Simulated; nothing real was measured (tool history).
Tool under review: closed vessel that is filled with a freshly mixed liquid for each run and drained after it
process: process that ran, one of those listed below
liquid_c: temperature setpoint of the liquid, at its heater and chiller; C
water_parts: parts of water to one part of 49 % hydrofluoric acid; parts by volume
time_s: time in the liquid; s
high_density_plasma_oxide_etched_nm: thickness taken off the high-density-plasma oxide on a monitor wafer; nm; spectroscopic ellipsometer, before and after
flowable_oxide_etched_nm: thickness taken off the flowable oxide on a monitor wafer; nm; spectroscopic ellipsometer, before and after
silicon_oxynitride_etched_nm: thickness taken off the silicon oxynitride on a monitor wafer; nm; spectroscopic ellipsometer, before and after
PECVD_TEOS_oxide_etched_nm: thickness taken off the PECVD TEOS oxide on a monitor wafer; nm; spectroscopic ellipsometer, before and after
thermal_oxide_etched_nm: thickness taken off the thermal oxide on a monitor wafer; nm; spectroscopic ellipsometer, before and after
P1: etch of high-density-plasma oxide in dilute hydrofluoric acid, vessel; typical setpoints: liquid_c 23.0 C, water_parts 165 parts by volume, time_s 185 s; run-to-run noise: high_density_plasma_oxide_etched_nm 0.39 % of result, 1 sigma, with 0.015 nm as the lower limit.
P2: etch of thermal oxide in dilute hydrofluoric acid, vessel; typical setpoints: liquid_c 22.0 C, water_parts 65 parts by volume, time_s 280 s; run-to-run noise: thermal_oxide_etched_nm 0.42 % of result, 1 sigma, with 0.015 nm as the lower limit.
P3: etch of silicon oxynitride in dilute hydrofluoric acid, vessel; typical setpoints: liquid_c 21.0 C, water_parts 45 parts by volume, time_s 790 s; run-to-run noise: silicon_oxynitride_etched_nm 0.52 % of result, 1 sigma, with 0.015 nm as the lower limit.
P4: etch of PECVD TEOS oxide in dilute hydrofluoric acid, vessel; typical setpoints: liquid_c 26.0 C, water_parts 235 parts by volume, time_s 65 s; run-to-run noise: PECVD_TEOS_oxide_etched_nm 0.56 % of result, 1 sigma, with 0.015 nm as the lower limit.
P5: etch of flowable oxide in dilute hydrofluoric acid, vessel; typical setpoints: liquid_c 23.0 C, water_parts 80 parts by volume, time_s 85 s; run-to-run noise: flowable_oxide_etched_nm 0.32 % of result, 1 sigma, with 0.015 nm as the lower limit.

| run | day | process | liquid_c | water_parts | time_s | high_density_plasma_oxide_etched_nm | flowable_oxide_etched_nm | silicon_oxynitride_etched_nm | PECVD_TEOS_oxide_etched_nm | thermal_oxide_etched_nm |
|---|---|---|---|---|---|---|---|---|---|---|
| 1 | 0.304 | P1 | 23.0 | 165 | 185 | 11.5200 |  |  |  |  |
| 2 | 0.529 | P1 | 29.0 | 165 | 185 | 14.3180 |  |  |  |  |
| 3 | 0.958 | P1 | 23.0 | 165 | 85 | 5.3351 |  |  |  |  |
| 4 | 1.350 | P1 | 19.5 | 50 | 185 | 37.4910 |  |  |  |  |
| 5 | 1.729 | P5 | 23.0 | 80 | 165 |  | 58.606 |  |  |  |
| 6 | 2.142 | P1 | 23.0 | 165 | 185 | 11.5120 |  |  |  |  |
|  | 2.362 | thermometer replaced |
| 7 | 2.608 | P3 | 21.0 | 20 | 790 |  |  | 50.0490 |  |  |
| 8 | 2.908 | P1 | 23.0 | 255 | 185 | 6.8438 |  |  |  |  |
| 9 | 3.296 | P3 | 21.0 | 45 | 95 |  |  | 2.6434 |  |  |
| 10 | 3.696 | P4 | 26.0 | 385 | 65 |  |  |  | 3.2207 |  |
| 11 | 4.088 | P2 | 22.0 | 100 | 280 |  |  |  |  | 12.082 |
| 12 | 4.354 | P4 | 18.0 | 235 | 65 |  |  |  | 4.5376 |  |
| 13 | 4.662 | P1 | 23.0 | 165 | 185 | 11.4610 |  |  |  |  |
| 14 | 4.962 | P4 | 26.0 | 235 | 65 |  |  |  | 6.2446 |  |
| 15 | 5.233 | P1 | 18.5 | 165 | 185 | 9.6582 |  |  |  |  |
| 16 | 5.654 | P1 | 23.0 | 165 | 185 | 11.4490 |  |  |  |  |
| 17 | 5.908 | P5 | 31.0 | 80 | 85 |  | 41.542 |  |  |  |
| 18 | 6.300 | P1 | 23.0 | 165 | 365 | 22.7000 |  |  |  |  |
| 19 | 6.775 | P2 | 17.0 | 65 | 280 |  |  |  |  | 15.584 |
| 20 | 7.267 | P4 | 26.0 | 235 | 130 |  |  |  | 12.3420 |  |
| 21 | 7.512 | P1 | 23.0 | 65 | 185 | 32.8570 |  |  |  |  |
| 22 | 7.904 | P1 | 18.5 | 85 | 185 | 20.3350 |  |  |  |  |
| 23 | 8.354 | P3 | 28.0 | 45 | 790 |  |  | 30.8860 |  |  |
| 24 | 8.762 | P2 | 22.0 | 65 | 555 |  |  |  |  | 38.331 |
| 25 | 9.125 | P2 | 22.0 | 65 | 280 |  |  |  |  | 19.334 |
| 26 | 9.512 | P5 | 23.0 | 115 | 85 |  | 20.121 |  |  |  |
| 27 | 9.900 | P3 | 21.0 | 45 | 790 |  |  | 22.0430 |  |  |
| 28 | 10.304 | P1 | 23.0 | 165 | 185 | 11.5420 |  |  |  |  |
| 29 | 10.762 | P3 | 21.0 | 45 | 790 |  |  | 21.8580 |  |  |
| 30 | 11.121 | P5 | 23.0 | 80 | 85 |  | 30.285 |  |  |  |
| 31 | 11.483 | P1 | 23.0 | 165 | 185 | 11.5060 |  |  |  |  |
| 32 | 11.842 | P1 | 23.0 | 165 | 185 | 11.7840 |  |  |  |  |
| 33 | 12.233 | P1 | 23.0 | 165 | 185 | 12.0640 |  |  |  |  |
| 34 | 12.700 | P1 | 23.0 | 165 | 185 | 12.1840 |  |  |  |  |
| 35 | 13.129 | P1 | 23.0 | 165 | 185 | 12.3880 |  |  |  |  |
| 36 | 13.542 | P1 | 23.0 | 165 | 185 | 12.4470 |  |  |  |  |
| 37 | 13.821 | P1 | 23.0 | 165 | 185 | 12.5220 |  |  |  |  |
| 38 | 14.283 | P1 | 23.0 | 165 | 185 | 12.5390 |  |  |  |  |
| 39 | 14.554 | P1 | 23.0 | 165 | 185 | 12.4540 |  |  |  |  |
| 40 | 14.958 | P1 | 23.0 | 165 | 185 | 12.6040 |  |  |  |  |
| 41 | 15.346 | P1 | 23.0 | 165 | 185 | 12.5230 |  |  |  |  |
| 42 | 15.688 | P1 | 23.0 | 165 | 185 | 12.5610 |  |  |  |  |

P1 has crept away from where it was. The log is fitted equally well by each of these 2 causes, at the sizes shown:
A: liquid hotter than its thermometer reads (K) = 2.4
B: hydrofluoric acid flow above the setpoint (%) = 7.98
Creep in the process output first set in at about day 11.483.

Of the 4 check runs listed below, each run on one wafer and each result written as a question mark, which would let you distinguish the listed causes because they would give clearly different results?
| check 1 | 16.029 | P3 | 21.0 | 45 | 345 |  |  | ? |  |  |
| check 2 | 16.029 | P5 | 29.5 | 80 | 150 |  | ? |  |  |  |
| check 3 | 16.029 | P4 | 22.5 | 235 | 95 |  |  |  | ? |  |
| check 4 | 16.029 | P2 | 22.0 | 100 | 505 |  |  |  |  | ? |

How each check would come out, cause by cause:
| check | result | if A | if B |
|---|---|---|---|
| check 1 | silicon_oxynitride_etched_nm | 10.7780 | 10.3560 |
| check 2 | flowable_oxide_etched_nm | 75.806 | 75.375 |
| check 3 | PECVD_TEOS_oxide_etched_nm | 8.7197 | 8.7837 |
| check 4 | thermal_oxide_etched_nm | 23.990 | 23.745 |
Distance between the nearest two causes, measured in the result of the check that separates them most: check 1 3.99 %; check 2 0.57 %; check 3 0.73 %; check 4 1.03 %
Only in check 1 would the causes give clearly different results; in the remaining checks their results would be nearly the same.

Here is what check 1 returned: silicon_oxynitride_etched_nm 10.7900 nm. Which cause is it?

A is the cause: liquid hotter than its thermometer reads (K).

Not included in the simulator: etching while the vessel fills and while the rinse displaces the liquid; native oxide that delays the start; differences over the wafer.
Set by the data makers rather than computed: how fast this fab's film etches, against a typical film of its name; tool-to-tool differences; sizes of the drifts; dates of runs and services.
